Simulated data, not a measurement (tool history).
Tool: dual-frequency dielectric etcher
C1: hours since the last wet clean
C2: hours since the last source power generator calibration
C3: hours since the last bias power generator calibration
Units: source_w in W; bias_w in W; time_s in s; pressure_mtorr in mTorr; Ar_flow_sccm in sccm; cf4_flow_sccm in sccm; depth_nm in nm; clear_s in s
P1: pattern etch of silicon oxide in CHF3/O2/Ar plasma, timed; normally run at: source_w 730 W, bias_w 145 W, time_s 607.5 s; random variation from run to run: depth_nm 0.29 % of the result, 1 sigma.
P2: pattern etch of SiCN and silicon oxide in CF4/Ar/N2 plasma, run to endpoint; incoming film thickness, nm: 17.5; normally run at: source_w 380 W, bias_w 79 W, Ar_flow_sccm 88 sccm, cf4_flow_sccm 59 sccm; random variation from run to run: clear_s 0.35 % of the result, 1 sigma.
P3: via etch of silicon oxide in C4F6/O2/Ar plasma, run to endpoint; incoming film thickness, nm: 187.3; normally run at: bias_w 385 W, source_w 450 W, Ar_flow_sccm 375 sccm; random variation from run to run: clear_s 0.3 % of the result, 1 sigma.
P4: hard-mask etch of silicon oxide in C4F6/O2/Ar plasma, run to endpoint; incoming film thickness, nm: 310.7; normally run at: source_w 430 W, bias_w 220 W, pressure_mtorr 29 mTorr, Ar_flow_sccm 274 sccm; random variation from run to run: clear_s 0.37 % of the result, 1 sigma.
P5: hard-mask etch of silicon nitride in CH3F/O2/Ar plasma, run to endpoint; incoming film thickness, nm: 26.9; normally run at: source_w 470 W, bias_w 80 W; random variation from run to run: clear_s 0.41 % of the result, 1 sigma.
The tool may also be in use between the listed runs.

{"run": 1, "hour": 6.0, "process": "P1", "source_w": 730, "bias_w": 145, "time_s": 607.5, "C1": 207.8, "C2": 467.5, "C3": 981.4, "depth_nm": 1166.6}
{"run": 2, "hour": 14.4, "process": "P4", "source_w": 430, "bias_w": 220, "pressure_mtorr": 29, "Ar_flow_sccm": 274, "C1": 216.2, "C2": 475.9, "C3": 989.8, "clear_s": 90.145}
{"run": 3, "hour": 20.7, "process": "P1", "source_w": 900, "bias_w": 145, "time_s": 893.0, "C1": 222.5, "C2": 482.2, "C3": 996.1, "depth_nm": 1862.4}
{"run": 4, "hour": 28.4, "process": "P1", "source_w": 730, "bias_w": 145, "time_s": 607.5, "C1": 230.2, "C2": 489.9, "C3": 1003.8, "depth_nm": 1167.0}
{"run": 5, "hour": 35.1, "process": "P5", "source_w": 470, "bias_w": 107, "C1": 236.9, "C2": 496.6, "C3": 1010.5, "clear_s": 32.108}
{"run": 6, "hour": 41.7, "process": "P4", "source_w": 430, "bias_w": 152, "pressure_mtorr": 29, "Ar_flow_sccm": 274, "C1": 243.5, "C2": 503.2, "C3": 1017.1, "clear_s": 101.22}
{"run": 7, "hour": 51.9, "process": "P4", "source_w": 430, "bias_w": 220, "pressure_mtorr": 36, "Ar_flow_sccm": 274, "C1": 253.7, "C2": 513.4, "C3": 1027.3, "clear_s": 92.625}
{"run": 8, "hour": 58.8, "process": "P1", "source_w": 730, "bias_w": 145, "time_s": 607.5, "C1": 260.6, "C2": 520.3, "C3": 1034.2, "depth_nm": 1162.8}
{"run": 9, "hour": 64.9, "process": "P1", "source_w": 730, "bias_w": 100, "time_s": 607.5, "C1": 266.7, "C2": 526.4, "C3": 1040.3, "depth_nm": 1044.4}
{"run": 10, "hour": 71.1, "process": "P3", "source_w": 450, "bias_w": 385, "Ar_flow_sccm": 375, "C1": 272.9, "C2": 532.6, "C3": 1046.5, "clear_s": 46.771}
{"run": 11, "hour": 78.1, "process": "P2", "source_w": 380, "bias_w": 79, "Ar_flow_sccm": 88, "cf4_flow_sccm": 59, "C1": 279.9, "C2": 539.6, "C3": 1053.5, "clear_s": 22.16}
{"run": 12, "hour": 84.3, "process": "P1", "source_w": 730, "bias_w": 201, "time_s": 607.5, "C1": 286.1, "C2": 545.8, "C3": 1059.7, "depth_nm": 1298.2}
{"run": 13, "hour": 91.1, "process": "P1", "source_w": 730, "bias_w": 145, "time_s": 866.0, "C1": 292.9, "C2": 552.6, "C3": 1066.5, "depth_nm": 1666.5}
{"run": 14, "hour": 96.1, "process": "P1", "source_w": 730, "bias_w": 145, "time_s": 607.5, "C1": 297.9, "C2": 557.6, "C3": 1071.5, "depth_nm": 1166.7}
{"run": 15, "hour": 102.7, "process": "P3", "source_w": 450, "bias_w": 385, "Ar_flow_sccm": 232, "C1": 304.5, "C2": 564.2, "C3": 1078.1, "clear_s": 44.544}
{"run": 16, "hour": 110.7, "process": "P3", "source_w": 450, "bias_w": 385, "Ar_flow_sccm": 375, "C1": 312.5, "C2": 572.2, "C3": 1086.1, "clear_s": 46.79}
{"run": 17, "hour": 119.3, "process": "P2", "source_w": 380, "bias_w": 79, "Ar_flow_sccm": 88, "cf4_flow_sccm": 43, "C1": 321.1, "C2": 580.8, "C3": 1094.7, "clear_s": 23.381}
{"run": 18, "hour": 129.6, "process": "P4", "source_w": 430, "bias_w": 220, "pressure_mtorr": 29, "Ar_flow_sccm": 375, "C1": 331.4, "C2": 591.1, "C3": 1105.0, "clear_s": 93.272}
{"run": 19, "hour": 138.0, "process": "P2", "source_w": 260, "bias_w": 79, "Ar_flow_sccm": 88, "cf4_flow_sccm": 59, "C1": 339.8, "C2": 599.5, "C3": 1113.4, "clear_s": 30.865}
{"hour": 139.5, "done": "bias power generator calibrated"}
{"run": 20, "hour": 144.4, "process": "P1", "source_w": 930, "bias_w": 145, "time_s": 607.5, "C1": 346.2, "C2": 605.9, "C3": 5.0, "depth_nm": 1288.8}
{"run": 21, "hour": 150.3, "process": "P3", "source_w": 450, "bias_w": 533, "Ar_flow_sccm": 375, "C1": 352.1, "C2": 611.8, "C3": 10.9, "clear_s": 41.687}
{"run": 22, "hour": 160.7, "process": "P2", "source_w": 380, "bias_w": 60, "Ar_flow_sccm": 88, "cf4_flow_sccm": 59, "C1": 362.5, "C2": 622.2, "C3": 21.3, "clear_s": 24.328}
{"run": 23, "hour": 168.8, "process": "P1", "source_w": 730, "bias_w": 145, "time_s": 607.5, "C1": 370.6, "C2": 630.3, "C3": 29.4, "depth_nm": 1166.5}
{"run": 24, "hour": 176.7, "process": "P1", "source_w": 580, "bias_w": 145, "time_s": 475.0, "C1": 378.5, "C2": 638.2, "C3": 37.3, "depth_nm": 832.9}
{"run": 25, "hour": 183.1, "process": "P1", "source_w": 730, "bias_w": 145, "time_s": 334.0, "C1": 384.9, "C2": 644.6, "C3": 43.7, "depth_nm": 641.86}
{"run": 26, "hour": 192.4, "process": "P3", "source_w": 570, "bias_w": 385, "Ar_flow_sccm": 375, "C1": 394.2, "C2": 653.9, "C3": 53.0, "clear_s": 42.771}
{"run": 27, "hour": 198.8, "process": "P1", "source_w": 460, "bias_w": 145, "time_s": 607.5, "C1": 400.6, "C2": 660.3, "C3": 59.4, "depth_nm": 980.06}
{"run": 28, "hour": 207.1, "process": "P5", "source_w": 470, "bias_w": 80, "C1": 408.9, "C2": 668.6, "C3": 67.7, "clear_s": 35.896}
{"run": 29, "hour": 213.3, "process": "P4", "source_w": 600, "bias_w": 220, "pressure_mtorr": 29, "Ar_flow_sccm": 274, "C1": 415.1, "C2": 674.8, "C3": 73.9, "clear_s": 79.445}
{"run": 30, "hour": 222.7, "process": "P5", "source_w": 580, "bias_w": 80, "C1": 424.5, "C2": 684.2, "C3": 83.3, "clear_s": 33.041}
{"run": 31, "hour": 233.8, "process": "P1", "source_w": 1000, "bias_w": 145, "time_s": 389.5, "C1": 435.6, "C2": 695.3, "C3": 94.4, "depth_nm": 846.75}
{"run": 32, "hour": 240.5, "process": "P2", "source_w": 380, "bias_w": 79, "Ar_flow_sccm": 54, "cf4_flow_sccm": 59, "C1": 442.3, "C2": 702.0, "C3": 101.1, "clear_s": 20.696}
{"run": 33, "hour": 251.2, "process": "P1", "source_w": 730, "bias_w": 145, "time_s": 607.5, "C1": 453.0, "C2": 712.7, "C3": 111.8, "depth_nm": 1169.0}
{"run": 34, "hour": 259.5, "process": "P1", "source_w": 730, "bias_w": 145, "time_s": 607.5, "C1": 461.3, "C2": 721.0, "C3": 120.1, "depth_nm": 1155.7}
{"run": 35, "hour": 269.8, "process": "P1", "source_w": 730, "bias_w": 145, "time_s": 607.5, "C1": 471.6, "C2": 731.3, "C3": 130.4, "depth_nm": 1148.7}
{"run": 36, "hour": 278.2, "process": "P1", "source_w": 730, "bias_w": 145, "time_s": 607.5, "C1": 480.0, "C2": 739.7, "C3": 138.8, "depth_nm": 1154.6}
{"run": 37, "hour": 288.5, "process": "P1", "source_w": 730, "bias_w": 145, "time_s": 607.5, "C1": 490.3, "C2": 750.0, "C3": 149.1, "depth_nm": 1157.3}
{"run": 38, "hour": 294.8, "process": "P1", "source_w": 730, "bias_w": 145, "time_s": 607.5, "C1": 496.6, "C2": 756.3, "C3": 155.4, "depth_nm": 1152.4}
{"hour": 297.7, "done": "wet clean of the chamber"}
{"run": 39, "hour": 300.3, "process": "P1", "source_w": 730, "bias_w": 145, "time_s": 607.5, "C1": 2.7, "C2": 761.8, "C3": 160.9, "depth_nm": 1144.2}
{"run": 40, "hour": 306.5, "process": "P1", "source_w": 730, "bias_w": 145, "time_s": 607.5, "C1": 8.9, "C2": 768.0, "C3": 167.1, "depth_nm": 1154.0}
{"run": 41, "hour": 314.4, "process": "P1", "source_w": 730, "bias_w": 145, "time_s": 607.5, "C1": 16.8, "C2": 775.9, "C3": 175.0, "depth_nm": 1143.3}

What P1 gives has crept away from where it was. These 2 causes fit the log equally well, each at the size given:
A: source power that arrives under what is set, % = 3.97
B: bias power that arrives under what is set, % = 4.89
The creep began at about hour 251.2.
Why every other cause is out:
chamber walls in a state that lowers the etch rate, %: serviced at hour 297.7, which brought nothing back

4 check runs are offered, each on 2 wafers whose results are averaged, their results left as question marks. Which one tells the causes apart?
{"run": "check 1", "hour": 322.3, "process": "P4", "source_w": 590, "bias_w": 220, "pressure_mtorr": 29, "Ar_flow_sccm": 367, "clear_s": "?"}
{"run": "check 2", "hour": 322.3, "process": "P5", "source_w": 550, "bias_w": 91, "clear_s": "?"}
{"run": "check 3", "hour": 322.3, "process": "P3", "source_w": 550, "bias_w": 511, "Ar_flow_sccm": 375, "clear_s": "?"}
{"run": "check 4", "hour": 322.3, "process": "P2", "source_w": 380, "bias_w": 62, "Ar_flow_sccm": 55, "cf4_flow_sccm": 59, "clear_s": "?"}

What each check would give under each cause:
check=check_1 result=clear_s if_A=83.810 if_B=83.831
check=check_2 result=clear_s if_A=32.658 if_B=32.733
check=check_3 result=clear_s if_A=39.793 if_B=39.930
check=check_4 result=clear_s if_A=23.341 if_B=22.865
How far apart the two closest causes lie, in the result that separates them most: check 1 0.03 %; check 2 0.23 %; check 3 0.34 %; check 4 2.06 %
Check 4 tells the causes apart: in the others they would give nearly the same result.

Check 4 was then run and gave: clear_s 22.844 s. Which cause is it?

It is B: bias power that arrives under what is set, %.
